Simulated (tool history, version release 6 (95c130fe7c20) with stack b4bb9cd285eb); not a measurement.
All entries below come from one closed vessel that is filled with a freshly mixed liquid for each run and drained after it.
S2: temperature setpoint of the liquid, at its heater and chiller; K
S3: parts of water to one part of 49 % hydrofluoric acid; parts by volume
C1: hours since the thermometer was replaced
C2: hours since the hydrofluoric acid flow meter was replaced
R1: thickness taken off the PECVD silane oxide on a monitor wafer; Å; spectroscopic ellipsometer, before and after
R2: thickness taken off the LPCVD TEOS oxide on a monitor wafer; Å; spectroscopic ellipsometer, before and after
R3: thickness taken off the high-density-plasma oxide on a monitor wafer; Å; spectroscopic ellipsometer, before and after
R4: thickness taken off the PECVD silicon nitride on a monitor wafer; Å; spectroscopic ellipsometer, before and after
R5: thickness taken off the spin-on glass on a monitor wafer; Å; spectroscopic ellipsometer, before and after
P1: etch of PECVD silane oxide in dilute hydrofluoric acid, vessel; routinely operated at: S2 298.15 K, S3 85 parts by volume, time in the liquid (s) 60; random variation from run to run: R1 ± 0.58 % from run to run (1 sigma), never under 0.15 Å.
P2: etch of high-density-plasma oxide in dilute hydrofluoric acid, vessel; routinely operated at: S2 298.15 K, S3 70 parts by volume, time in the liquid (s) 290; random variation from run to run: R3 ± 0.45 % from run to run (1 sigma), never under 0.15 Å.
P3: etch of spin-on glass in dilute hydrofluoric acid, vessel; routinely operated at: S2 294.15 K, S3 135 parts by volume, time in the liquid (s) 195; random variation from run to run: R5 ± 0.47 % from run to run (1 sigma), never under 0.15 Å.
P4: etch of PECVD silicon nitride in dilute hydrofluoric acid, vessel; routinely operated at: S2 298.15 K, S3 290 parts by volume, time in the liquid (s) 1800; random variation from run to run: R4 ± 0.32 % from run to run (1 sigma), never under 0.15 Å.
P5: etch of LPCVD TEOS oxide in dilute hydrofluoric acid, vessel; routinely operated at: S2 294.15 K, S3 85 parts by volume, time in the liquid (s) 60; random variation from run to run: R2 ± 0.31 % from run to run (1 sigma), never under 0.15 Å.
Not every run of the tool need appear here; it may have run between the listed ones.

Run 1, hour 11.6: process that ran P1, S2 298.15 K, S3 85 parts by volume, time in the liquid (s) 60; C1 1293.5; C2 1311.8. Result: R1 172.26 Å.
Run 2, hour 19.7: process that ran P5, S2 294.15 K, S3 85 parts by volume, time in the liquid (s) 60; C1 1301.6; C2 1319.9. Result: R2 134.37 Å.
Run 3, hour 34.8: process that ran P2, S2 298.15 K, S3 70 parts by volume, time in the liquid (s) 290; C1 1316.7; C2 1335. Result: R3 299.93 Å.
Run 4, hour 44.3: process that ran P1, S2 298.15 K, S3 140 parts by volume, time in the liquid (s) 60; C1 1326.2; C2 1344.5. Result: R1 98.261 Å.
Run 5, hour 55.7: process that ran P2, S2 304.65 K, S3 70 parts by volume, time in the liquid (s) 290; C1 1337.6; C2 1355.9. Result: R3 390.63 Å.
Run 6, hour 67.2: process that ran P2, S2 298.15 K, S3 70 parts by volume, time in the liquid (s) 290; C1 1349.1; C2 1367.4. Result: R3 301.98 Å.
Run 7, hour 83.4: process that ran P2, S2 298.15 K, S3 70 parts by volume, time in the liquid (s) 95; C1 1365.3; C2 1383.6. Result: R3 99.637 Å.
Run 8, hour 97.4: process that ran P1, S2 298.15 K, S3 85 parts by volume, time in the liquid (s) 60; C1 1379.3; C2 1397.6. Result: R1 172.26 Å.
Run 9, hour 114.5: process that ran P4, S2 298.15 K, S3 290 parts by volume, time in the liquid (s) 1800; C1 1396.4; C2 1414.7. Result: R4 113.18 Å.
Run 10, hour 126.9: process that ran P5, S2 299.65 K, S3 85 parts by volume, time in the liquid (s) 60; C1 1408.8; C2 1427.1. Result: R2 168.5 Å.
Run 11, hour 137.5: process that ran P1, S2 294.15 K, S3 45 parts by volume, time in the liquid (s) 60; C1 1419.4; C2 1437.7. Result: R1 290.8 Å.
Run 12, hour 152: process that ran P2, S2 298.15 K, S3 30 parts by volume, time in the liquid (s) 290; C1 1433.9; C2 1452.2. Result: R3 740.2 Å.
Run 13, hour 164.9: process that ran P4, S2 298.15 K, S3 290 parts by volume, time in the liquid (s) 3065; C1 1446.8; C2 1465.1. Result: R4 192.68 Å.
Run 14, hour 173: process that ran P5, S2 294.15 K, S3 25 parts by volume, time in the liquid (s) 60; C1 1454.9; C2 1473.2. Result: R2 494.41 Å.
Run 15, hour 188.4: process that ran P3, S2 294.15 K, S3 70 parts by volume, time in the liquid (s) 195; C1 1470.3; C2 1488.6. Result: R5 945.89 Å.
Run 16, hour 205.2: process that ran P1, S2 298.15 K, S3 85 parts by volume, time in the liquid (s) 60; C1 1487.1; C2 1505.4. Result: R1 172.43 Å.
Run 17, hour 222: process that ran P4, S2 290.15 K, S3 290 parts by volume, time in the liquid (s) 1800; C1 1503.9; C2 1522.2. Result: R4 68.418 Å.
Run 18, hour 229.8: process that ran P1, S2 298.15 K, S3 55 parts by volume, time in the liquid (s) 60; C1 1511.7; C2 1530. Result: R1 278.3 Å.
Run 19, hour 244.8: process that ran P5, S2 294.15 K, S3 85 parts by volume, time in the liquid (s) 60; C1 1526.7; C2 1545. Result: R2 134.69 Å.
Run 20, hour 261.2: process that ran P3, S2 294.15 K, S3 135 parts by volume, time in the liquid (s) 45; C1 1543.1; C2 1561.4. Result: R5 105.52 Å.
Run 21, hour 272: process that ran P1, S2 298.15 K, S3 45 parts by volume, time in the liquid (s) 40; C1 1553.9; C2 1572.2. Result: R1 229.53 Å.
Run 22, hour 286.1: process that ran P4, S2 298.15 K, S3 135 parts by volume, time in the liquid (s) 1800; C1 1568; C2 1586.3. Result: R4 242.13 Å.
Run 23, hour 296.1: process that ran P1, S2 305.65 K, S3 85 parts by volume, time in the liquid (s) 60; C1 1578; C2 1596.3. Result: R1 231.06 Å.
Run 24, hour 305.8: process that ran P4, S2 298.15 K, S3 290 parts by volume, time in the liquid (s) 1800; C1 1587.7; C2 1606. Result: R4 113.38 Å.
Run 25, hour 315.9: process that ran P1, S2 294.65 K, S3 85 parts by volume, time in the liquid (s) 60; C1 1597.8; C2 1616.1. Result: R1 149.82 Å.
Run 26, hour 325.6: process that ran P1, S2 298.15 K, S3 85 parts by volume, time in the liquid (s) 110; C1 1607.5; C2 1625.8. Result: R1 319.71 Å.
Run 27, hour 334.8: process that ran P3, S2 301.65 K, S3 135 parts by volume, time in the liquid (s) 195; C1 1616.7; C2 1635. Result: R5 608.22 Å.
Run 28, hour 348.2: process that ran P1, S2 292.15 K, S3 85 parts by volume, time in the liquid (s) 30; C1 1630.1; C2 1648.4. Result: R1 67.355 Å.
Run 29, hour 358.9: process that ran P1, S2 298.15 K, S3 85 parts by volume, time in the liquid (s) 60; C1 1640.8; C2 1659.1. Result: R1 172.83 Å.
Run 30, hour 372.5: process that ran P1, S2 298.15 K, S3 85 parts by volume, time in the liquid (s) 30; C1 1654.4; C2 1672.7. Result: R1 85.094 Å.
Run 31, hour 389.6: process that ran P3, S2 294.15 K, S3 135 parts by volume, time in the liquid (s) 195; C1 1671.5; C2 1689.8. Result: R5 458.53 Å.
Run 32, hour 406.5: process that ran P5, S2 294.15 K, S3 85 parts by volume, time in the liquid (s) 115; C1 1688.4; C2 1706.7. Result: R2 258.78 Å.
Run 33, hour 418.5: process that ran P3, S2 294.15 K, S3 135 parts by volume, time in the liquid (s) 195; C1 1700.4; C2 1718.7. Result: R5 458.94 Å.

Predict the results of run 34:
Run 34, hour 426.6: process that ran P1, S2 298.15 K, S3 85 parts by volume, time in the liquid (s) 60; C1 1708.5; C2 1726.8. Result: R1 ?.

Run 34 measured R1 172.09 Å.
